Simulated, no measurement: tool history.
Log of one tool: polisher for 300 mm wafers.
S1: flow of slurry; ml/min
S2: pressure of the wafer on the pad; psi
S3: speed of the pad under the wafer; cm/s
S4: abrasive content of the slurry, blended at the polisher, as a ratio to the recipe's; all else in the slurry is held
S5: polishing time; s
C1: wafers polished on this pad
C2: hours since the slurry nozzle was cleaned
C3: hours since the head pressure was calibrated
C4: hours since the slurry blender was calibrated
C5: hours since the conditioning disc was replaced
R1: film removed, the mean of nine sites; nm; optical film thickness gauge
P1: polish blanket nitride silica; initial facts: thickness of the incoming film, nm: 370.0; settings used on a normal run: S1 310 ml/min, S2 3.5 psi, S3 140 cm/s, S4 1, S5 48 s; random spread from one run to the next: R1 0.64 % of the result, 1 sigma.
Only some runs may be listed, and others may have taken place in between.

| run | hour | S1 | S2 | S3 | S4 | S5 | C1 | C2 | C3 | C4 | C5 | R1 |
|---|---|---|---|---|---|---|---|---|---|---|---|---|
| 1 | 10 | 310 | 3.5 | 140 | 1 | 48 | 891 | 170.2 | 130.7 | 114.8 | 152.6 | 37.516 |
| 2 | 23.2 | 310 | 2.7 | 140 | 1 | 68 | 1016 | 183.4 | 143.9 | 128 | 165.8 | 40.695 |
| 3 | 34.5 | 310 | 3.5 | 220 | 1 | 48 | 1122 | 194.7 | 155.2 | 139.3 | 177.1 | 54.117 |
| 4 | 46.2 | 310 | 3.5 | 66 | 1 | 48 | 1233 | 206.4 | 166.9 | 151 | 188.8 | 20.59 |
| 5 | 53.2 | 455 | 3.5 | 140 | 1 | 48 | 1299 | 213.4 | 173.9 | 158 | 195.8 | 38.467 |
| 6 | 64.1 | 310 | 3.5 | 140 | 1 | 25 | 1402 | 224.3 | 184.8 | 168.9 | 206.7 | 19.368 |
| 7 | 78.2 | 185 | 3.5 | 140 | 1 | 48 | 1535 | 238.4 | 198.9 | 183 | 220.8 | 35.253 |
| 8 | 88.9 | 310 | 3.5 | 140 | 1 | 48 | 1636 | 249.1 | 209.6 | 193.7 | 231.5 | 37.511 |
| 9 | 97.8 | 185 | 3.5 | 140 | 1 | 35 | 1720 | 258 | 218.5 | 202.6 | 240.4 | 25.641 |
| 10 | 111.2 | 310 | 4.9 | 140 | 1 | 48 | 1846 | 271.4 | 231.9 | 216 | 253.8 | 52.291 |
| 11 | 126.1 | 310 | 3.5 | 140 | 1 | 48 | 1987 | 286.3 | 246.8 | 230.9 | 268.7 | 37.449 |
| 12 | 140.4 | 310 | 3.5 | 140 | 1 | 48 | 2122 | 300.6 | 261.1 | 245.2 | 283 | 37.757 |
| 13 | 149.9 | 310 | 3.5 | 140 | 1 | 76 | 2212 | 310.1 | 270.6 | 254.7 | 292.5 | 59.002 |
| 14 | 157.1 | 310 | 3.5 | 140 | 1 | 48 | 2280 | 317.3 | 277.8 | 261.9 | 299.7 | 37.381 |
|  | 157.2 | slurry nozzle cleaned |
| 15 | 165 | 310 | 3.5 | 140 | 1.45 | 48 | 2354 | 7.8 | 285.7 | 269.8 | 307.6 | 43.371 |
| 16 | 178.1 | 310 | 3.5 | 140 | 0.55 | 48 | 2478 | 20.9 | 298.8 | 282.9 | 320.7 | 27.279 |
| 17 | 191.8 | 310 | 3.5 | 140 | 1 | 48 | 2607 | 34.6 | 312.5 | 296.6 | 334.4 | 37.144 |

Run 18 is up next; what results do you expect?
| 18 | 205.7 | 310 | 1.6 | 140 | 1 | 48 | 2739 | 48.5 | 326.4 | 310.5 | 348.3 | ? |

{"run 18": {"R1": 17.11}}

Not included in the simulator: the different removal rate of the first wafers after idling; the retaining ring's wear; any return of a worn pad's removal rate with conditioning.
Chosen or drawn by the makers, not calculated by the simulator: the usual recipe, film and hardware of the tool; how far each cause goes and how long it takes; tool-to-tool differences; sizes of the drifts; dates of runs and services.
